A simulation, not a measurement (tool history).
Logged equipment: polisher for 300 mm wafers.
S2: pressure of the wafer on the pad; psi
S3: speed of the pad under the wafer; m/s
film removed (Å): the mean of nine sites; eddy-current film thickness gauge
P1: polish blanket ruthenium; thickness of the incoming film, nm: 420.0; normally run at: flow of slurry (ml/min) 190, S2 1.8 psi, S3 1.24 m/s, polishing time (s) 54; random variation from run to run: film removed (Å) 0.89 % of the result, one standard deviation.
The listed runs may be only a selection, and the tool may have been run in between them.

{"run": 1, "hour": 2.4, "flow of slurry (ml/min)": 190, "S2": 1.8, "S3": 1.24, "polishing time (s)": 54, "film removed (Å)": 662.16}
{"run": 2, "hour": 5.4, "flow of slurry (ml/min)": 190, "S2": 2.4, "S3": 1.24, "polishing time (s)": 54, "film removed (Å)": 881.38}
{"run": 3, "hour": 10.0, "flow of slurry (ml/min)": 190, "S2": 2.2, "S3": 1.58, "polishing time (s)": 54, "film removed (Å)": 1036.5}
{"run": 4, "hour": 13.7, "flow of slurry (ml/min)": 190, "S2": 1.8, "S3": 1.24, "polishing time (s)": 84, "film removed (Å)": 1028.2}
{"run": 5, "hour": 19.2, "flow of slurry (ml/min)": 115, "S2": 1.8, "S3": 0.62, "polishing time (s)": 54, "film removed (Å)": 302.62}
{"run": 6, "hour": 24.5, "flow of slurry (ml/min)": 190, "S2": 0.8, "S3": 1.24, "polishing time (s)": 54, "film removed (Å)": 294.33}
{"run": 7, "hour": 29.7, "flow of slurry (ml/min)": 190, "S2": 1.8, "S3": 1.24, "polishing time (s)": 54, "film removed (Å)": 656.34}
{"run": 8, "hour": 35.2, "flow of slurry (ml/min)": 190, "S2": 1.8, "S3": 1.88, "polishing time (s)": 54, "film removed (Å)": 988.67}
{"run": 9, "hour": 38.6, "flow of slurry (ml/min)": 190, "S2": 1.8, "S3": 1.24, "polishing time (s)": 54, "film removed (Å)": 650.99}
{"run": 10, "hour": 43.4, "flow of slurry (ml/min)": 190, "S2": 1.8, "S3": 1.24, "polishing time (s)": 54, "film removed (Å)": 666.02}
{"run": 11, "hour": 46.1, "flow of slurry (ml/min)": 235, "S2": 1.8, "S3": 1.24, "polishing time (s)": 54, "film removed (Å)": 678.19}
{"run": 12, "hour": 50.8, "flow of slurry (ml/min)": 190, "S2": 1.2, "S3": 1.24, "polishing time (s)": 38, "film removed (Å)": 308.98}
{"run": 13, "hour": 56.3, "flow of slurry (ml/min)": 190, "S2": 1.8, "S3": 1.24, "polishing time (s)": 27, "film removed (Å)": 335.97}
{"run": 14, "hour": 60.6, "flow of slurry (ml/min)": 115, "S2": 1.8, "S3": 1.24, "polishing time (s)": 54, "film removed (Å)": 607.03}
{"run": 15, "hour": 63.9, "flow of slurry (ml/min)": 190, "S2": 1.8, "S3": 0.82, "polishing time (s)": 54, "film removed (Å)": 438.58}
{"run": 16, "hour": 67.6, "flow of slurry (ml/min)": 190, "S2": 1.8, "S3": 1.24, "polishing time (s)": 54, "film removed (Å)": 653.57}
{"run": 17, "hour": 70.3, "flow of slurry (ml/min)": 190, "S2": 1.8, "S3": 1.24, "polishing time (s)": 54, "film removed (Å)": 661.49}
{"run": 18, "hour": 74.3, "flow of slurry (ml/min)": 190, "S2": 1.8, "S3": 1.24, "polishing time (s)": 54, "film removed (Å)": 634.05}
{"run": 19, "hour": 78.2, "flow of slurry (ml/min)": 190, "S2": 1.8, "S3": 1.24, "polishing time (s)": 54, "film removed (Å)": 630.32}
{"run": 20, "hour": 82.2, "flow of slurry (ml/min)": 190, "S2": 1.8, "S3": 1.24, "polishing time (s)": 54, "film removed (Å)": 636.33}
{"run": 21, "hour": 84.9, "flow of slurry (ml/min)": 190, "S2": 1.8, "S3": 1.24, "polishing time (s)": 54, "film removed (Å)": 631.29}
{"run": 22, "hour": 88.1, "flow of slurry (ml/min)": 190, "S2": 1.8, "S3": 1.24, "polishing time (s)": 54, "film removed (Å)": 624.83}
{"hour": 90.3, "done": "worn pad replaced by a new one"}
{"run": 23, "hour": 92.4, "flow of slurry (ml/min)": 190, "S2": 1.8, "S3": 1.24, "polishing time (s)": 54, "film removed (Å)": 632.55}
{"run": 24, "hour": 97.3, "flow of slurry (ml/min)": 190, "S2": 1.8, "S3": 1.24, "polishing time (s)": 54, "film removed (Å)": 628.17}
{"run": 25, "hour": 101.6, "flow of slurry (ml/min)": 190, "S2": 1.8, "S3": 1.24, "polishing time (s)": 54, "film removed (Å)": 639.48}

What does the tool deliver on the next run?
{"run": 26, "hour": 105.8, "flow of slurry (ml/min)": 190, "S2": 1.8, "S3": 1.24, "polishing time (s)": 54, "film removed (Å)": "?"}

{"run 26": {"film removed (Å)": 629.29}}
